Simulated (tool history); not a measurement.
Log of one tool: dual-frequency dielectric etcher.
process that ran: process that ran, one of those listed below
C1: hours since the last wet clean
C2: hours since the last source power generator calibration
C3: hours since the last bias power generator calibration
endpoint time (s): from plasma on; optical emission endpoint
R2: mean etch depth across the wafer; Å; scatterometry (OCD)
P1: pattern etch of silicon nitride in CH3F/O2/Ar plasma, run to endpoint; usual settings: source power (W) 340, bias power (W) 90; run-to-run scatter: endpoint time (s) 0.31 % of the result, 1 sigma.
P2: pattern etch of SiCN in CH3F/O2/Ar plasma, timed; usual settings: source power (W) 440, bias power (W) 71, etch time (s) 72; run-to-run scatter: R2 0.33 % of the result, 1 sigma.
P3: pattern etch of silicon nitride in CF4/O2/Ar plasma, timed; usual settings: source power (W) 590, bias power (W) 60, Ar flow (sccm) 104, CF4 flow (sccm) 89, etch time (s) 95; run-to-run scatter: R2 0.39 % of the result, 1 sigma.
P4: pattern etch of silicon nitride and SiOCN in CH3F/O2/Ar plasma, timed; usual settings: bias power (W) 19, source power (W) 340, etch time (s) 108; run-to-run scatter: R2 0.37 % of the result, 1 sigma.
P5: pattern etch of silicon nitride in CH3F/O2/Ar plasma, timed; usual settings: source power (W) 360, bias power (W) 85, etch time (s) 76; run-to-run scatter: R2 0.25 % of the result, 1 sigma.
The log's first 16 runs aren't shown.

run 17 hour=80.3 | process_that_ran=P3 source_power_(W)=590 bias_power_(W)=60 etch_time_(s)=60.5 Ar_flow_(sccm)=104 CF4_flow_(sccm)=89 | C1=7.4 C2=3151 C3=1441.1 | R2=1394.3
run 18 hour=85.5 | process_that_ran=P5 source_power_(W)=360 bias_power_(W)=85 etch_time_(s)=76 | C1=12.6 C2=3156.2 C3=1446.3 | R2=510.79
run 19 hour=89.6 | process_that_ran=P1 source_power_(W)=470 bias_power_(W)=90 | C1=16.7 C2=3160.3 C3=1450.4 | endpoint_time_(s)=25.652
run 20 hour=93.6 | process_that_ran=P2 source_power_(W)=440 bias_power_(W)=42 etch_time_(s)=72 | C1=20.7 C2=3164.3 C3=1454.4 | R2=233.25
run 21 hour=99.8 | process_that_ran=P1 source_power_(W)=340 bias_power_(W)=63 | C1=26.9 C2=3170.5 C3=1460.6 | endpoint_time_(s)=32.727
run 22 hour=105.9 | process_that_ran=P3 source_power_(W)=590 bias_power_(W)=60 etch_time_(s)=95 Ar_flow_(sccm)=104 CF4_flow_(sccm)=89 | C1=33 C2=3176.6 C3=1466.7 | R2=2193.5
run 23 hour=111.6 | process_that_ran=P2 source_power_(W)=440 bias_power_(W)=71 etch_time_(s)=88 | C1=38.7 C2=3182.3 C3=1472.4 | R2=337.49
run 24 hour=117.6 | process_that_ran=P3 source_power_(W)=590 bias_power_(W)=60 etch_time_(s)=95 Ar_flow_(sccm)=65 CF4_flow_(sccm)=89 | C1=44.7 C2=3188.3 C3=1478.4 | R2=2319.1
run 25 hour=121.3 | process_that_ran=P1 source_power_(W)=240 bias_power_(W)=90 | C1=48.4 C2=3192 C3=1482.1 | endpoint_time_(s)=32.825
run 26 hour=127.4 | process_that_ran=P3 source_power_(W)=590 bias_power_(W)=60 etch_time_(s)=95 Ar_flow_(sccm)=104 CF4_flow_(sccm)=68 | C1=54.5 C2=3198.1 C3=1488.2 | R2=2113.2
-- hour=130.4 source power generator calibrated
run 27 hour=130.7 | process_that_ran=P5 source_power_(W)=430 bias_power_(W)=85 etch_time_(s)=76 | C1=57.8 C2=0.4 C3=1491.5 | R2=547.59
run 28 hour=135.9 | process_that_ran=P5 source_power_(W)=360 bias_power_(W)=85 etch_time_(s)=112.5 | C1=63 C2=5.6 C3=1496.7 | R2=762.14
run 29 hour=140 | process_that_ran=P1 source_power_(W)=340 bias_power_(W)=90 | C1=67.1 C2=9.7 C3=1500.8 | endpoint_time_(s)=29.022
run 30 hour=145.2 | process_that_ran=P1 source_power_(W)=340 bias_power_(W)=90 | C1=72.3 C2=14.9 C3=1506 | endpoint_time_(s)=28.93
run 31 hour=148.3 | process_that_ran=P1 source_power_(W)=340 bias_power_(W)=90 | C1=75.4 C2=18 C3=1509.1 | endpoint_time_(s)=28.627
run 32 hour=153.1 | process_that_ran=P1 source_power_(W)=340 bias_power_(W)=90 | C1=80.2 C2=22.8 C3=1513.9 | endpoint_time_(s)=28.705
run 33 hour=157.8 | process_that_ran=P1 source_power_(W)=340 bias_power_(W)=90 | C1=84.9 C2=27.5 C3=1518.6 | endpoint_time_(s)=28.53
run 34 hour=162.7 | process_that_ran=P1 source_power_(W)=340 bias_power_(W)=90 | C1=89.8 C2=32.4 C3=1523.5 | endpoint_time_(s)=28.494
-- hour=165.9 wet clean of the chamber
run 35 hour=168.9 | process_that_ran=P1 source_power_(W)=340 bias_power_(W)=90 | C1=3 C2=38.6 C3=1529.7 | endpoint_time_(s)=28.517
run 36 hour=171.8 | process_that_ran=P1 source_power_(W)=340 bias_power_(W)=90 | C1=5.9 C2=41.5 C3=1532.6 | endpoint_time_(s)=28.363
run 37 hour=177.9 | process_that_ran=P1 source_power_(W)=340 bias_power_(W)=90 | C1=12 C2=47.6 C3=1538.7 | endpoint_time_(s)=28.42

The next listed run, before its measurement:
run 38 hour=181.9 | process_that_ran=P1 source_power_(W)=340 bias_power_(W)=90 | C1=16 C2=51.6 C3=1542.7 | endpoint_time_(s)=?

{"run 38": {"endpoint time (s)": 28.559}}
